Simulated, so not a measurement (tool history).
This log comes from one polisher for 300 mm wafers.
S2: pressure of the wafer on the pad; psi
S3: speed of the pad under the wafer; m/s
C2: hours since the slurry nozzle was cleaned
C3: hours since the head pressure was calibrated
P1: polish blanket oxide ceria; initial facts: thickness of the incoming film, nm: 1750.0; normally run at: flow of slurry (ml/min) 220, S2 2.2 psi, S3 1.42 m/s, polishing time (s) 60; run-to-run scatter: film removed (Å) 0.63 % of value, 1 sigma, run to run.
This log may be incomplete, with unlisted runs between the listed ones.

{"run": 1, "hour": 7.1, "flow of slurry (ml/min)": 220, "S2": 2.2, "S3": 1.42, "polishing time (s)": 60, "wafers polished on this pad": 512, "C2": 330.4, "C3": 488.3, "film removed (Å)": 2192.5}
{"run": 2, "hour": 12.1, "flow of slurry (ml/min)": 135, "S2": 2.8, "S3": 1.42, "polishing time (s)": 60, "wafers polished on this pad": 561, "C2": 335.4, "C3": 493.3, "film removed (Å)": 2608.2}
{"run": 3, "hour": 19.8, "flow of slurry (ml/min)": 220, "S2": 2.2, "S3": 1.42, "polishing time (s)": 60, "wafers polished on this pad": 636, "C2": 343.1, "C3": 501, "film removed (Å)": 2192}
{"run": 4, "hour": 28.4, "flow of slurry (ml/min)": 220, "S2": 2.2, "S3": 1.42, "polishing time (s)": 60, "wafers polished on this pad": 720, "C2": 351.7, "C3": 509.6, "film removed (Å)": 2187.3}
{"run": 5, "hour": 36.7, "flow of slurry (ml/min)": 220, "S2": 2.2, "S3": 1.42, "polishing time (s)": 60, "wafers polished on this pad": 801, "C2": 360, "C3": 517.9, "film removed (Å)": 2211.6}
{"run": 6, "hour": 43.9, "flow of slurry (ml/min)": 220, "S2": 2.2, "S3": 2.22, "polishing time (s)": 60, "wafers polished on this pad": 872, "C2": 367.2, "C3": 525.1, "film removed (Å)": 3398.7}
{"run": 7, "hour": 52.7, "flow of slurry (ml/min)": 220, "S2": 2.2, "S3": 1.42, "polishing time (s)": 95, "wafers polished on this pad": 958, "C2": 376, "C3": 533.9, "film removed (Å)": 3507.5}
{"run": 8, "hour": 61.2, "flow of slurry (ml/min)": 220, "S2": 1.6, "S3": 2.14, "polishing time (s)": 60, "wafers polished on this pad": 1041, "C2": 384.5, "C3": 542.4, "film removed (Å)": 2407.8}
{"run": 9, "hour": 66.9, "flow of slurry (ml/min)": 130, "S2": 2.2, "S3": 1.42, "polishing time (s)": 60, "wafers polished on this pad": 1096, "C2": 390.2, "C3": 548.1, "film removed (Å)": 2017.6}
{"run": 10, "hour": 71.8, "flow of slurry (ml/min)": 220, "S2": 2.2, "S3": 1.42, "polishing time (s)": 41, "wafers polished on this pad": 1144, "C2": 395.1, "C3": 553, "film removed (Å)": 1510.6}
{"run": 11, "hour": 80.2, "flow of slurry (ml/min)": 315, "S2": 2.2, "S3": 1.42, "polishing time (s)": 60, "wafers polished on this pad": 1226, "C2": 403.5, "C3": 561.4, "film removed (Å)": 2270}
{"hour": 85.5, "done": "slurry nozzle cleaned"}
{"run": 12, "hour": 87.6, "flow of slurry (ml/min)": 220, "S2": 1.3, "S3": 1.42, "polishing time (s)": 60, "wafers polished on this pad": 1299, "C2": 2.2, "C3": 568.8, "film removed (Å)": 1303.8}
{"run": 13, "hour": 93.9, "flow of slurry (ml/min)": 220, "S2": 2.2, "S3": 1.04, "polishing time (s)": 60, "wafers polished on this pad": 1360, "C2": 8.5, "C3": 575.1, "film removed (Å)": 1619.2}
{"run": 14, "hour": 98.2, "flow of slurry (ml/min)": 220, "S2": 3.5, "S3": 1.42, "polishing time (s)": 60, "wafers polished on this pad": 1402, "C2": 12.8, "C3": 579.4, "film removed (Å)": 3528.9}
{"run": 15, "hour": 102.1, "flow of slurry (ml/min)": 220, "S2": 2.2, "S3": 1.42, "polishing time (s)": 60, "wafers polished on this pad": 1441, "C2": 16.7, "C3": 583.3, "film removed (Å)": 2228.3}
{"run": 16, "hour": 108.6, "flow of slurry (ml/min)": 220, "S2": 2.2, "S3": 1.42, "polishing time (s)": 60, "wafers polished on this pad": 1504, "C2": 23.2, "C3": 589.8, "film removed (Å)": 2208.9}
{"run": 17, "hour": 115.9, "flow of slurry (ml/min)": 220, "S2": 2.2, "S3": 1.42, "polishing time (s)": 60, "wafers polished on this pad": 1575, "C2": 30.5, "C3": 597.1, "film removed (Å)": 2168.4}
{"run": 18, "hour": 121.8, "flow of slurry (ml/min)": 220, "S2": 2.2, "S3": 1.42, "polishing time (s)": 60, "wafers polished on this pad": 1633, "C2": 36.4, "C3": 603, "film removed (Å)": 2132}

Run 19, settings as shown, results not yet in. Your forecast:
{"run": 19, "hour": 128.7, "flow of slurry (ml/min)": 220, "S2": 2.2, "S3": 1.42, "polishing time (s)": 60, "wafers polished on this pad": 1701, "C2": 43.3, "C3": 609.9, "film removed (Å)": "?"}

{"run 19": {"film removed (Å)": 2113}}

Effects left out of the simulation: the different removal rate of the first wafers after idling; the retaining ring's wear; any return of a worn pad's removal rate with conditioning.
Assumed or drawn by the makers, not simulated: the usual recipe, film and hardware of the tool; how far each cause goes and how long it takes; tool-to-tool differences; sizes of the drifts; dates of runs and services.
